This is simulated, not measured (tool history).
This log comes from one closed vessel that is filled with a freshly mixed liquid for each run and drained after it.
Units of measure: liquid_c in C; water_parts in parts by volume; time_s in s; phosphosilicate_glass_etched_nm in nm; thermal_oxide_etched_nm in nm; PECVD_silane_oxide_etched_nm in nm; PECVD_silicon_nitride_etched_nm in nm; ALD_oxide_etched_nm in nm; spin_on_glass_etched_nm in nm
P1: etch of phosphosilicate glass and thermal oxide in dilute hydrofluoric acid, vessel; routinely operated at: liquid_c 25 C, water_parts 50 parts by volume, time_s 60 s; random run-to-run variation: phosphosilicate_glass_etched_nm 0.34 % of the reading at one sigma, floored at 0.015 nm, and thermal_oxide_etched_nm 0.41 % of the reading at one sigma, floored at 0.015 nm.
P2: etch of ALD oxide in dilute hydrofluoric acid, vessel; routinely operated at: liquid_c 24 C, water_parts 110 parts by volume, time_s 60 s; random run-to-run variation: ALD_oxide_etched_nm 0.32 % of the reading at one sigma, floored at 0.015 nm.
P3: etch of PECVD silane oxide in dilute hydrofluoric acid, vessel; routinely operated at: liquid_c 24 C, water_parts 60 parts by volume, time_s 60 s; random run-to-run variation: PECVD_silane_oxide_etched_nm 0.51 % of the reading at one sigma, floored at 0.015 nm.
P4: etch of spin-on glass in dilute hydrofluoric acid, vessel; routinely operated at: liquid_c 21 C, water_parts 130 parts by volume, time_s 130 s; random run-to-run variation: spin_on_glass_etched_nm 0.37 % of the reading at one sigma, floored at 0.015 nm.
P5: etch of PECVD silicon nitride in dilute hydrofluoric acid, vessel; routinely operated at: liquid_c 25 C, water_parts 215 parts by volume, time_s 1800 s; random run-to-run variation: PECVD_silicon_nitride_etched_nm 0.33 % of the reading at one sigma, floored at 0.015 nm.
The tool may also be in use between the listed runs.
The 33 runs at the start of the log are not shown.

run,hour,process,liquid_c,water_parts,time_s,hours since the thermometer was replaced,hours since the hydrofluoric acid flow meter was replaced,phosphosilicate_glass_etched_nm,thermal_oxide_etched_nm,PECVD_silane_oxide_etched_nm,PECVD_silicon_nitride_etched_nm,ALD_oxide_etched_nm,spin_on_glass_etched_nm
34,206,P1,25,50,60,994.7,696.7,217.94,6.4894,,,,
35,212,P1,25,50,60,1000.7,702.7,221.44,6.5406,,,,
36,216.8,P1,25,50,60,1005.5,707.5,222.27,6.6153,,,,
37,221,P1,25,50,60,1009.7,711.7,222.81,6.636,,,,
38,227.1,P1,25,50,60,1015.8,717.8,223.09,6.6501,,,,
39,233.5,P1,25,50,60,1022.2,724.2,225.02,6.5908,,,,
40,237.7,P1,25,50,60,1026.4,728.4,225.1,6.6244,,,,
41,246,P1,25,50,60,1034.7,736.7,226.04,6.6711,,,,

Run 42 is up next; what results do you expect?
42,254.5,P1,25,50,60,1043.2,745.2,?,?,,,,

Run 42 measured phosphosilicate_glass_etched_nm 226.37 nm, thermal_oxide_etched_nm 6.6712 nm.

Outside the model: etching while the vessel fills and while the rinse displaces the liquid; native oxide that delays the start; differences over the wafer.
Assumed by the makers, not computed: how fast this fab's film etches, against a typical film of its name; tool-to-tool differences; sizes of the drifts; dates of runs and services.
